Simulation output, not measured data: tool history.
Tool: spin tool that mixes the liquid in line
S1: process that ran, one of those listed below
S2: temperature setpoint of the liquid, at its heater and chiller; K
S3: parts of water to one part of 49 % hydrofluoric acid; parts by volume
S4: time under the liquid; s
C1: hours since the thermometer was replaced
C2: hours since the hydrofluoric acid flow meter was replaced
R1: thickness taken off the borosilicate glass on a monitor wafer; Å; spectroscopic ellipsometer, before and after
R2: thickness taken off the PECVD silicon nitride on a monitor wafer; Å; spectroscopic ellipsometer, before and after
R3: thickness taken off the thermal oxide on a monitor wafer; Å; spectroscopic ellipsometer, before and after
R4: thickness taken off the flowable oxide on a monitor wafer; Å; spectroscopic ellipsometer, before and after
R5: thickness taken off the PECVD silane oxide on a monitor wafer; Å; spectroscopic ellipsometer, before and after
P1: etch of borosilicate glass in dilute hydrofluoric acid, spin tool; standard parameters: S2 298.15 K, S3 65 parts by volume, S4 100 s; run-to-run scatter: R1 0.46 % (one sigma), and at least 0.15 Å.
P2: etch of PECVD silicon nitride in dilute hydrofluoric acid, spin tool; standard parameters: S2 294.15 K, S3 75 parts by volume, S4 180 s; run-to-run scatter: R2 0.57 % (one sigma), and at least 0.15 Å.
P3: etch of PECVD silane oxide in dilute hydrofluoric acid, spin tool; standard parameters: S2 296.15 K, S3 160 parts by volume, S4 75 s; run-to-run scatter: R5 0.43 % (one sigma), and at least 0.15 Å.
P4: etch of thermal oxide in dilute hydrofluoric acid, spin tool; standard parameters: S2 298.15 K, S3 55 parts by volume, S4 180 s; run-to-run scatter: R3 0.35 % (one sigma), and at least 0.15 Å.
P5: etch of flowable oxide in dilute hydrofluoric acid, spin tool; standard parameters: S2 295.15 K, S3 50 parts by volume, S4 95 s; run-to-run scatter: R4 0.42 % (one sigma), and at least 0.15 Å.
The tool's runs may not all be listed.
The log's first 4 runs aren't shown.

run 5 hour=15.4 | S1=P4 S2=298.15 S3=55 S4=275 | C1=1203.8 C2=416.4 | R3=249.080
run 6 hour=18.3 | S1=P1 S2=298.15 S3=95 S4=100 | C1=1206.7 C2=419.3 | R1=257.670
run 7 hour=22.2 | S1=P4 S2=298.15 S3=55 S4=180 | C1=1210.6 C2=423.2 | R3=164.110
run 8 hour=24.5 | S1=P5 S2=291.15 S3=50 S4=95 | C1=1212.9 C2=425.5 | R4=403.470
run 9 hour=26.6 | S1=P1 S2=298.15 S3=35 S4=100 | C1=1215.0 C2=427.6 | R1=758.960
run 10 hour=30.7 | S1=P3 S2=296.15 S3=35 S4=75 | C1=1219.1 C2=431.7 | R5=405.350
run 11 hour=34.2 | S1=P2 S2=294.15 S3=25 S4=180 | C1=1222.6 C2=435.2 | R2=315.2100
run 12 hour=37.2 | S1=P3 S2=290.15 S3=160 S4=75 | C1=1225.6 C2=438.2 | R5=59.601
run 13 hour=41.3 | S1=P5 S2=295.15 S3=50 S4=15 | C1=1229.7 C2=442.3 | R4=75.489
run 14 hour=43.6 | S1=P4 S2=298.15 S3=95 S4=180 | C1=1232.0 C2=444.6 | R3=90.244
run 15 hour=46.1 | S1=P1 S2=298.15 S3=65 S4=185 | C1=1234.5 C2=447.1 | R1=716.820
run 16 hour=50.4 | S1=P4 S2=293.65 S3=55 S4=180 | C1=1238.8 C2=451.4 | R3=135.420
run 17 hour=54.6 | S1=P2 S2=294.15 S3=75 S4=180 | C1=1243.0 C2=455.6 | R2=108.7900
run 18 hour=57.1 | S1=P1 S2=298.15 S3=65 S4=15 | C1=1245.5 C2=458.1 | R1=58.422
run 19 hour=60.9 | S1=P1 S2=298.15 S3=65 S4=100 | C1=1249.3 C2=461.9 | R1=391.650
run 20 hour=63.8 | S1=P3 S2=296.15 S3=160 S4=20 | C1=1252.2 C2=464.8 | R5=20.355
run 21 hour=67.4 | S1=P5 S2=295.15 S3=85 S4=95 | C1=1255.8 C2=468.4 | R4=269.100
run 22 hour=70.2 | S1=P5 S2=295.15 S3=50 S4=95 | C1=1258.6 C2=471.2 | R4=478.500
run 23 hour=73.0 | S1=P1 S2=298.15 S3=110 S4=185 | C1=1261.4 C2=474.0 | R1=402.990
run 24 hour=76.6 | S1=P1 S2=298.15 S3=65 S4=100 | C1=1265.0 C2=477.6 | R1=393.040
run 25 hour=80.9 | S1=P1 S2=306.15 S3=65 S4=100 | C1=1269.3 C2=481.9 | R1=533.660
run 26 hour=83.1 | S1=P1 S2=298.15 S3=30 S4=185 | C1=1271.5 C2=484.1 | R1=1625.800
-- hour=83.6 thermometer replaced
run 27 hour=87.2 | S1=P1 S2=298.15 S3=65 S4=100 | C1=3.6 C2=488.2 | R1=395.760
run 28 hour=91.8 | S1=P2 S2=290.15 S3=75 S4=180 | C1=8.2 C2=492.8 | R2=82.6860
run 29 hour=94.4 | S1=P1 S2=290.65 S3=65 S4=100 | C1=10.8 C2=495.4 | R1=286.400

The next listed run, before its measurement:
run 30 hour=96.8 | S1=P3 S2=296.15 S3=160 S4=75 | C1=13.2 C2=497.8 | R5=?

For run 30 the tool returned R5 76.397 Å.
